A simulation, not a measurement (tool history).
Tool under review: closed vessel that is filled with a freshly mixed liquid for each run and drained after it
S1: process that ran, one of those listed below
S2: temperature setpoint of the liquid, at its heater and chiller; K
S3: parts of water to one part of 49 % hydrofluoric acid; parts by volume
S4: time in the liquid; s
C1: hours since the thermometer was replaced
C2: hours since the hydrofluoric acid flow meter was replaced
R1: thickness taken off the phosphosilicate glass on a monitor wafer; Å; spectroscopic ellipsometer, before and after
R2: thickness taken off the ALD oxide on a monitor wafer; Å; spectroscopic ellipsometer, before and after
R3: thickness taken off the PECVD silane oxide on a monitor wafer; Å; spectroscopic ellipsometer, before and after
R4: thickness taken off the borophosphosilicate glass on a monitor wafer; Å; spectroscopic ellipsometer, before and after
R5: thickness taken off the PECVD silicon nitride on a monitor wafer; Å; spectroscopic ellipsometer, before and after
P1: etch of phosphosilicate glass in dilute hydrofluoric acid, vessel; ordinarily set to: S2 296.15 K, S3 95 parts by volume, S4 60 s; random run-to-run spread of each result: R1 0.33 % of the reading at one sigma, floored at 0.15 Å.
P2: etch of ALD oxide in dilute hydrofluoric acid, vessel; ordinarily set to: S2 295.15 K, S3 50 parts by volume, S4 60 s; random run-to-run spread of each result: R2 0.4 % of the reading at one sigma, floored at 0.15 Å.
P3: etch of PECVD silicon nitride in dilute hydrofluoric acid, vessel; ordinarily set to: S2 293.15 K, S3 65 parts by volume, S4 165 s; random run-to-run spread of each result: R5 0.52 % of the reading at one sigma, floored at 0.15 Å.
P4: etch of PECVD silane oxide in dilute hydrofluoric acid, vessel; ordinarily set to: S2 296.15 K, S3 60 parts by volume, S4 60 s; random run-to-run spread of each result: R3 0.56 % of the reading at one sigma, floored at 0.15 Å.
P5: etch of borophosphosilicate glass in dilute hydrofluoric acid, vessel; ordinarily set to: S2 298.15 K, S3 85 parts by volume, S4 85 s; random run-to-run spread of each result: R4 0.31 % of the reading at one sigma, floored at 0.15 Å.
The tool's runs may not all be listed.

run 1 hour=7.2 | S1=P1 S2=296.15 S3=95 S4=60 | C1=360.6 C2=589.4 | R1=470.77
run 2 hour=11.9 | S1=P1 S2=299.65 S3=95 S4=60 | C1=365.3 C2=594.1 | R1=537.86
run 3 hour=18.4 | S1=P2 S2=295.15 S3=20 S4=60 | C1=371.8 C2=600.6 | R2=472.05
run 4 hour=22.2 | S1=P2 S2=295.15 S3=50 S4=60 | C1=375.6 C2=604.4 | R2=182.44
run 5 hour=29.5 | S1=P4 S2=296.15 S3=60 S4=30 | C1=382.9 C2=611.7 | R3=151.01
run 6 hour=34.6 | S1=P1 S2=296.15 S3=130 S4=100 | C1=388 C2=616.8 | R1=549.87
run 7 hour=42.1 | S1=P1 S2=290.15 S3=50 S4=60 | C1=395.5 C2=624.3 | R1=732
run 8 hour=47.4 | S1=P4 S2=296.15 S3=60 S4=60 | C1=400.8 C2=629.6 | R3=301.66
run 9 hour=53 | S1=P1 S2=296.15 S3=95 S4=60 | C1=406.4 C2=635.2 | R1=467.24
run 10 hour=56.5 | S1=P1 S2=296.15 S3=95 S4=30 | C1=409.9 C2=638.7 | R1=235.84
run 11 hour=62.9 | S1=P5 S2=298.15 S3=35 S4=85 | C1=416.3 C2=645.1 | R4=1152.9
run 12 hour=67.9 | S1=P3 S2=299.65 S3=65 S4=165 | C1=421.3 C2=650.1 | R5=168.08
run 13 hour=74.6 | S1=P1 S2=290.15 S3=95 S4=60 | C1=428 C2=656.8 | R1=365.96
run 14 hour=80.9 | S1=P4 S2=303.15 S3=60 S4=60 | C1=434.3 C2=663.1 | R3=397.86
run 15 hour=88 | S1=P1 S2=296.15 S3=95 S4=60 | C1=441.4 C2=670.2 | R1=469.31
run 16 hour=93.7 | S1=P1 S2=296.15 S3=95 S4=60 | C1=447.1 C2=675.9 | R1=469.22
run 17 hour=99.5 | S1=P2 S2=295.15 S3=50 S4=30 | C1=452.9 C2=681.7 | R2=91.49
run 18 hour=106.8 | S1=P3 S2=293.15 S3=65 S4=165 | C1=460.2 C2=689 | R5=108.17
run 19 hour=113.2 | S1=P1 S2=296.15 S3=170 S4=60 | C1=466.6 C2=695.4 | R1=241.01
run 20 hour=120.6 | S1=P1 S2=296.15 S3=95 S4=60 | C1=474 C2=702.8 | R1=472.15
run 21 hour=127.6 | S1=P2 S2=290.15 S3=50 S4=60 | C1=481 C2=709.8 | R2=146.59
run 22 hour=133.5 | S1=P1 S2=301.65 S3=95 S4=30 | C1=486.9 C2=715.7 | R1=292.03
run 23 hour=139.1 | S1=P1 S2=296.15 S3=95 S4=60 | C1=492.5 C2=721.3 | R1=468.12
run 24 hour=146.4 | S1=P4 S2=296.15 S3=60 S4=60 | C1=499.8 C2=728.6 | R3=303.68
run 25 hour=152.6 | S1=P4 S2=296.15 S3=25 S4=60 | C1=506 C2=734.8 | R3=762.59
run 26 hour=159.3 | S1=P3 S2=293.15 S3=65 S4=165 | C1=512.7 C2=741.5 | R5=108.62
run 27 hour=164.2 | S1=P5 S2=303.65 S3=85 S4=85 | C1=517.6 C2=746.4 | R4=546.88
run 28 hour=168.5 | S1=P5 S2=298.15 S3=85 S4=85 | C1=521.9 C2=750.7 | R4=443.64
run 29 hour=171.8 | S1=P1 S2=296.15 S3=95 S4=105 | C1=525.2 C2=754 | R1=823.33
run 30 hour=178.8 | S1=P3 S2=293.15 S3=110 S4=165 | C1=532.2 C2=761 | R5=65.984
run 31 hour=183.3 | S1=P1 S2=296.15 S3=20 S4=60 | C1=536.7 C2=765.5 | R1=2452.1
run 32 hour=188.4 | S1=P3 S2=293.15 S3=65 S4=310 | C1=541.8 C2=770.6 | R5=204.22
run 33 hour=193.8 | S1=P5 S2=298.15 S3=85 S4=30 | C1=547.2 C2=776 | R4=155.46
run 34 hour=198.4 | S1=P1 S2=296.15 S3=95 S4=60 | C1=551.8 C2=780.6 | R1=467.23
run 35 hour=201.8 | S1=P1 S2=296.15 S3=95 S4=60 | C1=555.2 C2=784 | R1=456.09
run 36 hour=206 | S1=P1 S2=296.15 S3=95 S4=60 | C1=559.4 C2=788.2 | R1=443.5
run 37 hour=211.5 | S1=P1 S2=296.15 S3=95 S4=60 | C1=564.9 C2=793.7 | R1=439.38
run 38 hour=218.8 | S1=P1 S2=296.15 S3=95 S4=60 | C1=572.2 C2=801 | R1=433.65
run 39 hour=226 | S1=P1 S2=296.15 S3=95 S4=60 | C1=579.4 C2=808.2 | R1=427.19
run 40 hour=230.4 | S1=P1 S2=296.15 S3=95 S4=60 | C1=583.8 C2=812.6 | R1=430.4
run 41 hour=235.9 | S1=P1 S2=296.15 S3=95 S4=60 | C1=589.3 C2=818.1 | R1=428.95
run 42 hour=241.1 | S1=P1 S2=296.15 S3=95 S4=60 | C1=594.5 C2=823.3 | R1=424.68

Compared with where it was, what P1 gives has crept away. Each cause listed below fits the log as well as the rest, at the size given for it:
A: hydrofluoric acid flow below the setpoint (%) = 8.38
B: liquid colder than its thermometer reads (K) = 2.42
The gradual shift began around hour 198.4.

Each of the 4 check runs below uses one wafer; its results are left as question marks. Which run tells the causes apart?
run check 1 hour=246.3 | S1=P5 S2=298.15 S3=85 S4=85 | R4=?
run check 2 hour=246.3 | S1=P2 S2=295.15 S3=50 S4=60 | R2=?
run check 3 hour=246.3 | S1=P3 S2=293.15 S3=65 S4=165 | R5=?
run check 4 hour=246.3 | S1=P4 S2=296.15 S3=60 S4=60 | R3=?

Expected result of each check under each candidate cause:
check=check_1 result=R4 if_A=400.99 if_B=401.11
check=check_2 result=R2 if_A=165.87 if_B=164.39
check=check_3 result=R5 if_A=99.923 if_B=91.944
check=check_4 result=R3 if_A=275.43 if_B=273.77
Separation of the two closest causes in each check, using whichever result separates them best: check 1 0.03 %; check 2 0.89 %; check 3 8.32 %; check 4 0.61 %
Check 3 tells the causes apart: in the others they would give nearly the same result.

Check 3 was then run and gave: R5 92.885 Å. Which cause is it?

It was cause B: liquid colder than its thermometer reads (K).
